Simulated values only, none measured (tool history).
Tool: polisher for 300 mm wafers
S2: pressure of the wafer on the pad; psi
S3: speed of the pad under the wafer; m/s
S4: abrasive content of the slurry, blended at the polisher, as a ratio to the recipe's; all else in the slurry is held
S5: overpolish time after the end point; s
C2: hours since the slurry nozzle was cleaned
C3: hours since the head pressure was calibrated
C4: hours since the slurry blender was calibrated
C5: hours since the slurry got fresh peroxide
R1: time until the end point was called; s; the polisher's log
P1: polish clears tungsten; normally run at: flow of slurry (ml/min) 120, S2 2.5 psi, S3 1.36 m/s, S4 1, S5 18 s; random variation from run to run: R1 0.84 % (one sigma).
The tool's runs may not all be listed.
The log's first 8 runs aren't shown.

Run 9, hour 51.6: flow of slurry (ml/min) 160, S2 2.5 psi, S3 1.36 m/s, S4 1, S5 18 s; wafers polished on this pad 1101; C2 320.9; C3 664.3; C4 115; C5 102. Result: R1 101.51 s.
Run 10, hour 57.3: flow of slurry (ml/min) 120, S2 2.5 psi, S3 1.36 m/s, S4 1, S5 18 s; wafers polished on this pad 1155; C2 326.6; C3 670; C4 120.7; C5 107.7. Result: R1 106.58 s.
Run 11, hour 62.4: flow of slurry (ml/min) 120, S2 2.5 psi, S3 1.36 m/s, S4 0.6, S5 18 s; wafers polished on this pad 1203; C2 331.7; C3 675.1; C4 125.8; C5 112.8. Result: R1 118.12 s.
Run 12, hour 68.7: flow of slurry (ml/min) 120, S2 2.5 psi, S3 0.66 m/s, S4 1, S5 18 s; wafers polished on this pad 1263; C2 338; C3 681.4; C4 132.1; C5 119.1. Result: R1 220.36 s.
Run 13, hour 73.4: flow of slurry (ml/min) 120, S2 1.1 psi, S3 1.36 m/s, S4 1, S5 18 s; wafers polished on this pad 1307; C2 342.7; C3 686.1; C4 136.8; C5 123.8. Result: R1 242.55 s.
Run 14, hour 79.6: flow of slurry (ml/min) 120, S2 3.3 psi, S3 1.36 m/s, S4 1, S5 18 s; wafers polished on this pad 1366; C2 348.9; C3 692.3; C4 143; C5 130. Result: R1 79.638 s.
At hour 80.4: slurry nozzle cleaned.
Run 15, hour 85.6: flow of slurry (ml/min) 120, S2 2.5 psi, S3 1.36 m/s, S4 1, S5 18 s; wafers polished on this pad 1423; C2 5.3; C3 698.3; C4 149; C5 136. Result: R1 106.64 s.
Run 16, hour 91.9: flow of slurry (ml/min) 85, S2 2.5 psi, S3 1.02 m/s, S4 1, S5 18 s; wafers polished on this pad 1482; C2 11.6; C3 704.6; C4 155.3; C5 142.3. Result: R1 156.82 s.
Run 17, hour 98.3: flow of slurry (ml/min) 120, S2 2.5 psi, S3 1.36 m/s, S4 1, S5 18 s; wafers polished on this pad 1543; C2 18; C3 711; C4 161.7; C5 148.7. Result: R1 107.88 s.
Run 18, hour 101.9: flow of slurry (ml/min) 120, S2 2.5 psi, S3 1.36 m/s, S4 1, S5 18 s; wafers polished on this pad 1577; C2 21.6; C3 714.6; C4 165.3; C5 152.3. Result: R1 107.63 s.
Run 19, hour 106.2: flow of slurry (ml/min) 120, S2 2.5 psi, S3 1.36 m/s, S4 1, S5 18 s; wafers polished on this pad 1618; C2 25.9; C3 718.9; C4 169.6; C5 156.6. Result: R1 107.49 s.
Run 20, hour 111: flow of slurry (ml/min) 120, S2 2.5 psi, S3 1.36 m/s, S4 1, S5 18 s; wafers polished on this pad 1663; C2 30.7; C3 723.7; C4 174.4; C5 161.4. Result: R1 109.48 s.
Run 21, hour 117.8: flow of slurry (ml/min) 120, S2 2.5 psi, S3 1.36 m/s, S4 1, S5 18 s; wafers polished on this pad 1727; C2 37.5; C3 730.5; C4 181.2; C5 168.2. Result: R1 111.74 s.
Run 22, hour 124.8: flow of slurry (ml/min) 120, S2 2.5 psi, S3 1.36 m/s, S4 1, S5 18 s; wafers polished on this pad 1794; C2 44.5; C3 737.5; C4 188.2; C5 175.2. Result: R1 112.75 s.
Run 23, hour 130.3: flow of slurry (ml/min) 120, S2 2.5 psi, S3 1.36 m/s, S4 1, S5 18 s; wafers polished on this pad 1846; C2 50; C3 743; C4 193.7; C5 180.7. Result: R1 114.51 s.
Run 24, hour 133.8: flow of slurry (ml/min) 120, S2 2.5 psi, S3 1.36 m/s, S4 1, S5 18 s; wafers polished on this pad 1879; C2 53.5; C3 746.5; C4 197.2; C5 184.2. Result: R1 114.35 s.

The next listed run, before its measurement:
At hour 138.7: head pressure recalibrated.
Run 25, hour 140: flow of slurry (ml/min) 120, S2 2.5 psi, S3 1.36 m/s, S4 1, S5 18 s; wafers polished on this pad 1938; C2 59.7; C3 1.4; C4 203.4; C5 190.4. Result: R1 ?.

R1: 115.58 s
